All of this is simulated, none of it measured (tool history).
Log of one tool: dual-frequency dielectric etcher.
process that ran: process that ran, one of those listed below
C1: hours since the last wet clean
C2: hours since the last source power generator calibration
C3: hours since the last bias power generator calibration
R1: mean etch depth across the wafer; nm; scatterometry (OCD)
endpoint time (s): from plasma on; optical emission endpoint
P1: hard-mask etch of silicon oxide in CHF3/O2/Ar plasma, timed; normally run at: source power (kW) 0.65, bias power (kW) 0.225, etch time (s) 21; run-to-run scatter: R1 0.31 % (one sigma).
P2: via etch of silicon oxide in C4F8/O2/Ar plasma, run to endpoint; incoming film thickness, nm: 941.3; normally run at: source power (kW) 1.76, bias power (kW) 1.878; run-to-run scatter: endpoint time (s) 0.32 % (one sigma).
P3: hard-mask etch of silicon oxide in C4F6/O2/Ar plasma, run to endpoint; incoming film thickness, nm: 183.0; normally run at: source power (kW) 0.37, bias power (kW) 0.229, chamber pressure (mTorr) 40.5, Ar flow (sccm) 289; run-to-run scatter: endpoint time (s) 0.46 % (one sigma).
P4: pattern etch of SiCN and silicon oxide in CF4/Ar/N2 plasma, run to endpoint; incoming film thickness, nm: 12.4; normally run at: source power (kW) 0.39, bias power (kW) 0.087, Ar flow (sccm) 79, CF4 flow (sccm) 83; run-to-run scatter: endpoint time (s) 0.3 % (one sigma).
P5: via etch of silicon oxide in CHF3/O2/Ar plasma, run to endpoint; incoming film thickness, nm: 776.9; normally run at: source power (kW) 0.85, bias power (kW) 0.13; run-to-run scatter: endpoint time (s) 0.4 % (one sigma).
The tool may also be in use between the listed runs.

{"run": 1, "hour": 4.1, "process that ran": "P1", "source power (kW)": 0.65, "bias power (kW)": 0.225, "etch time (s)": 21, "C1": 317.5, "C2": 502.8, "C3": 1300, "R1": 46.966}
{"run": 2, "hour": 8.5, "process that ran": "P1", "source power (kW)": 0.65, "bias power (kW)": 0.225, "etch time (s)": 21, "C1": 321.9, "C2": 507.2, "C3": 1304.4, "R1": 47.079}
{"run": 3, "hour": 11.2, "process that ran": "P2", "source power (kW)": 1.06, "bias power (kW)": 1.878, "C1": 324.6, "C2": 509.9, "C3": 1307.1, "endpoint time (s)": 246.64}
{"run": 4, "hour": 16.0, "process that ran": "P4", "source power (kW)": 0.39, "bias power (kW)": 0.087, "Ar flow (sccm)": 79, "CF4 flow (sccm)": 101, "C1": 329.4, "C2": 514.7, "C3": 1311.9, "endpoint time (s)": 14.399}
{"hour": 17.8, "done": "wet clean of the chamber"}
{"run": 5, "hour": 19.0, "process that ran": "P1", "source power (kW)": 0.65, "bias power (kW)": 0.225, "etch time (s)": 21, "C1": 1.3, "C2": 517.7, "C3": 1314.9, "R1": 47.071}
{"run": 6, "hour": 22.9, "process that ran": "P1", "source power (kW)": 0.65, "bias power (kW)": 0.134, "etch time (s)": 21, "C1": 5.2, "C2": 521.6, "C3": 1318.8, "R1": 39.412}
{"run": 7, "hour": 25.4, "process that ran": "P4", "source power (kW)": 0.39, "bias power (kW)": 0.087, "Ar flow (sccm)": 79, "CF4 flow (sccm)": 83, "C1": 7.7, "C2": 524.1, "C3": 1321.3, "endpoint time (s)": 14.813}
{"run": 8, "hour": 29.6, "process that ran": "P5", "source power (kW)": 0.6, "bias power (kW)": 0.13, "C1": 11.9, "C2": 528.3, "C3": 1325.5, "endpoint time (s)": 429.07}
{"run": 9, "hour": 33.0, "process that ran": "P3", "source power (kW)": 0.37, "bias power (kW)": 0.229, "Ar flow (sccm)": 289, "chamber pressure (mTorr)": 40.5, "C1": 15.3, "C2": 531.7, "C3": 1328.9, "endpoint time (s)": 57.431}
{"run": 10, "hour": 37.7, "process that ran": "P1", "source power (kW)": 0.65, "bias power (kW)": 0.274, "etch time (s)": 21, "C1": 20, "C2": 536.4, "C3": 1333.6, "R1": 50.451}
{"run": 11, "hour": 42.0, "process that ran": "P1", "source power (kW)": 0.65, "bias power (kW)": 0.225, "etch time (s)": 21, "C1": 24.3, "C2": 540.7, "C3": 1337.9, "R1": 46.862}
{"run": 12, "hour": 45.2, "process that ran": "P1", "source power (kW)": 0.65, "bias power (kW)": 0.225, "etch time (s)": 21, "C1": 27.5, "C2": 543.9, "C3": 1341.1, "R1": 47.128}
{"run": 13, "hour": 49.4, "process that ran": "P3", "source power (kW)": 0.37, "bias power (kW)": 0.229, "Ar flow (sccm)": 289, "chamber pressure (mTorr)": 40.5, "C1": 31.7, "C2": 548.1, "C3": 1345.3, "endpoint time (s)": 57.153}
{"run": 14, "hour": 52.7, "process that ran": "P1", "source power (kW)": 0.65, "bias power (kW)": 0.225, "etch time (s)": 27.5, "C1": 35, "C2": 551.4, "C3": 1348.6, "R1": 61.409}
{"run": 15, "hour": 57.0, "process that ran": "P3", "source power (kW)": 0.37, "bias power (kW)": 0.229, "Ar flow (sccm)": 190, "chamber pressure (mTorr)": 40.5, "C1": 39.3, "C2": 555.7, "C3": 1352.9, "endpoint time (s)": 54.54}
{"run": 16, "hour": 60.3, "process that ran": "P1", "source power (kW)": 0.65, "bias power (kW)": 0.225, "etch time (s)": 13.5, "C1": 42.6, "C2": 559, "C3": 1356.2, "R1": 30.195}
{"run": 17, "hour": 63.9, "process that ran": "P1", "source power (kW)": 0.77, "bias power (kW)": 0.225, "etch time (s)": 21, "C1": 46.2, "C2": 562.6, "C3": 1359.8, "R1": 50.13}
{"run": 18, "hour": 67.6, "process that ran": "P4", "source power (kW)": 0.22, "bias power (kW)": 0.087, "Ar flow (sccm)": 79, "CF4 flow (sccm)": 83, "C1": 49.9, "C2": 566.3, "C3": 1363.5, "endpoint time (s)": 24.577}
{"run": 19, "hour": 71.3, "process that ran": "P1", "source power (kW)": 0.82, "bias power (kW)": 0.225, "etch time (s)": 31, "C1": 53.6, "C2": 570, "C3": 1367.2, "R1": 75.603}
{"run": 20, "hour": 76.1, "process that ran": "P1", "source power (kW)": 0.4, "bias power (kW)": 0.225, "etch time (s)": 21, "C1": 58.4, "C2": 574.8, "C3": 1372, "R1": 39.125}
{"run": 21, "hour": 79.0, "process that ran": "P4", "source power (kW)": 0.39, "bias power (kW)": 0.087, "Ar flow (sccm)": 96, "CF4 flow (sccm)": 83, "C1": 61.3, "C2": 577.7, "C3": 1374.9, "endpoint time (s)": 15.144}
{"run": 22, "hour": 83.2, "process that ran": "P5", "source power (kW)": 0.85, "bias power (kW)": 0.16, "C1": 65.5, "C2": 581.9, "C3": 1379.1, "endpoint time (s)": 347.83}
{"run": 23, "hour": 87.3, "process that ran": "P1", "source power (kW)": 0.65, "bias power (kW)": 0.225, "etch time (s)": 21, "C1": 69.6, "C2": 586, "C3": 1383.2, "R1": 46.981}
{"run": 24, "hour": 90.4, "process that ran": "P1", "source power (kW)": 0.65, "bias power (kW)": 0.313, "etch time (s)": 25, "C1": 72.7, "C2": 589.1, "C3": 1386.3, "R1": 62.856}
{"run": 25, "hour": 92.6, "process that ran": "P5", "source power (kW)": 0.85, "bias power (kW)": 0.13, "C1": 74.9, "C2": 591.3, "C3": 1388.5, "endpoint time (s)": 373.82}
{"run": 26, "hour": 97.5, "process that ran": "P2", "source power (kW)": 1.76, "bias power (kW)": 1.878, "C1": 79.8, "C2": 596.2, "C3": 1393.4, "endpoint time (s)": 201.92}
{"run": 27, "hour": 99.7, "process that ran": "P3", "source power (kW)": 0.37, "bias power (kW)": 0.174, "Ar flow (sccm)": 289, "chamber pressure (mTorr)": 40.5, "C1": 82, "C2": 598.4, "C3": 1395.6, "endpoint time (s)": 62.299}
{"run": 28, "hour": 102.7, "process that ran": "P3", "source power (kW)": 0.37, "bias power (kW)": 0.229, "Ar flow (sccm)": 289, "chamber pressure (mTorr)": 25.5, "C1": 85, "C2": 601.4, "C3": 1398.6, "endpoint time (s)": 54}
{"run": 29, "hour": 106.3, "process that ran": "P4", "source power (kW)": 0.39, "bias power (kW)": 0.06, "Ar flow (sccm)": 79, "CF4 flow (sccm)": 83, "C1": 88.6, "C2": 605, "C3": 1402.2, "endpoint time (s)": 16.715}
{"run": 30, "hour": 109.1, "process that ran": "P2", "source power (kW)": 1.76, "bias power (kW)": 1.878, "C1": 91.4, "C2": 607.8, "C3": 1405, "endpoint time (s)": 201.56}
{"run": 31, "hour": 113.6, "process that ran": "P3", "source power (kW)": 0.26, "bias power (kW)": 0.229, "Ar flow (sccm)": 289, "chamber pressure (mTorr)": 40.5, "C1": 95.9, "C2": 612.3, "C3": 1409.5, "endpoint time (s)": 65.409}
{"run": 32, "hour": 116.8, "process that ran": "P2", "source power (kW)": 1.76, "bias power (kW)": 2.476, "C1": 99.1, "C2": 615.5, "C3": 1412.7, "endpoint time (s)": 186.75}
{"run": 33, "hour": 119.1, "process that ran": "P5", "source power (kW)": 0.85, "bias power (kW)": 0.13, "C1": 101.4, "C2": 617.8, "C3": 1415, "endpoint time (s)": 372.9}
{"run": 34, "hour": 122.7, "process that ran": "P1", "source power (kW)": 0.65, "bias power (kW)": 0.225, "etch time (s)": 21, "C1": 105, "C2": 621.4, "C3": 1418.6, "R1": 46.762}
{"run": 35, "hour": 127.2, "process that ran": "P1", "source power (kW)": 0.65, "bias power (kW)": 0.225, "etch time (s)": 21, "C1": 109.5, "C2": 625.9, "C3": 1423.1, "R1": 47.362}
{"run": 36, "hour": 130.6, "process that ran": "P1", "source power (kW)": 0.65, "bias power (kW)": 0.225, "etch time (s)": 21, "C1": 112.9, "C2": 629.3, "C3": 1426.5, "R1": 47.398}
{"run": 37, "hour": 133.0, "process that ran": "P1", "source power (kW)": 0.65, "bias power (kW)": 0.225, "etch time (s)": 21, "C1": 115.3, "C2": 631.7, "C3": 1428.9, "R1": 47.289}
{"run": 38, "hour": 135.8, "process that ran": "P1", "source power (kW)": 0.65, "bias power (kW)": 0.225, "etch time (s)": 21, "C1": 118.1, "C2": 634.5, "C3": 1431.7, "R1": 47.681}
{"run": 39, "hour": 137.9, "process that ran": "P1", "source power (kW)": 0.65, "bias power (kW)": 0.225, "etch time (s)": 21, "C1": 120.2, "C2": 636.6, "C3": 1433.8, "R1": 47.792}
{"run": 40, "hour": 140.3, "process that ran": "P1", "source power (kW)": 0.65, "bias power (kW)": 0.225, "etch time (s)": 21, "C1": 122.6, "C2": 639, "C3": 1436.2, "R1": 47.7}
{"hour": 142.2, "done": "wet clean of the chamber"}
{"run": 41, "hour": 144.3, "process that ran": "P1", "source power (kW)": 0.65, "bias power (kW)": 0.225, "etch time (s)": 21, "C1": 2.1, "C2": 643, "C3": 1440.2, "R1": 47.718}
{"run": 42, "hour": 146.6, "process that ran": "P1", "source power (kW)": 0.65, "bias power (kW)": 0.225, "etch time (s)": 21, "C1": 4.4, "C2": 645.3, "C3": 1442.5, "R1": 47.551}
{"run": 43, "hour": 149.2, "process that ran": "P1", "source power (kW)": 0.65, "bias power (kW)": 0.225, "etch time (s)": 21, "C1": 7, "C2": 647.9, "C3": 1445.1, "R1": 47.552}
{"run": 44, "hour": 152.8, "process that ran": "P1", "source power (kW)": 0.65, "bias power (kW)": 0.225, "etch time (s)": 21, "C1": 10.6, "C2": 651.5, "C3": 1448.7, "R1": 47.551}
{"run": 45, "hour": 155.5, "process that ran": "P1", "source power (kW)": 0.65, "bias power (kW)": 0.225, "etch time (s)": 21, "C1": 13.3, "C2": 654.2, "C3": 1451.4, "R1": 47.616}

What P1 gives has crept away from where it was. These 2 causes fit the log equally well, each at the size given:
A: source power that arrives over what is set, % = 4.18
B: bias power that arrives over what is set, % = 4.52
The creep began at about hour 122.7.
Why every other cause is out:
chamber walls in a state that raises the etch rate, %: serviced at hour 142.2, which brought nothing back

4 check runs are offered, one wafer each, their results left as question marks. Which one tells the causes apart?
{"run": "check 1", "hour": 158.2, "process that ran": "P2", "source power (kW)": 1.76, "bias power (kW)": 1.878, "endpoint time (s)": "?"}
{"run": "check 2", "hour": 158.2, "process that ran": "P3", "source power (kW)": 0.37, "bias power (kW)": 0.229, "Ar flow (sccm)": 289, "chamber pressure (mTorr)": 40.5, "endpoint time (s)": "?"}
{"run": "check 3", "hour": 158.2, "process that ran": "P5", "source power (kW)": 0.85, "bias power (kW)": 0.13, "endpoint time (s)": "?"}
{"run": "check 4", "hour": 158.2, "process that ran": "P4", "source power (kW)": 0.39, "bias power (kW)": 0.087, "Ar flow (sccm)": 79, "CF4 flow (sccm)": 83, "endpoint time (s)": "?"}

What each check would give under each cause:
check=check_1 result=endpoint_time_(s) if_A=198.23 if_B=198.97
check=check_2 result=endpoint_time_(s) if_A=56.435 if_B=56.486
check=check_3 result=endpoint_time_(s) if_A=366.66 if_B=367.61
check=check_4 result=endpoint_time_(s) if_A=14.285 if_B=14.592
How far apart the two closest causes lie, in the result that separates them most: check 1 0.37 %; check 2 0.09 %; check 3 0.26 %; check 4 2.13 %
Only check 4 tells the causes apart: in the others they would give nearly the same result.

Then check 4 was run and gave: endpoint time (s) 14.31. Which cause is it?

It is A: source power that arrives over what is set, %.

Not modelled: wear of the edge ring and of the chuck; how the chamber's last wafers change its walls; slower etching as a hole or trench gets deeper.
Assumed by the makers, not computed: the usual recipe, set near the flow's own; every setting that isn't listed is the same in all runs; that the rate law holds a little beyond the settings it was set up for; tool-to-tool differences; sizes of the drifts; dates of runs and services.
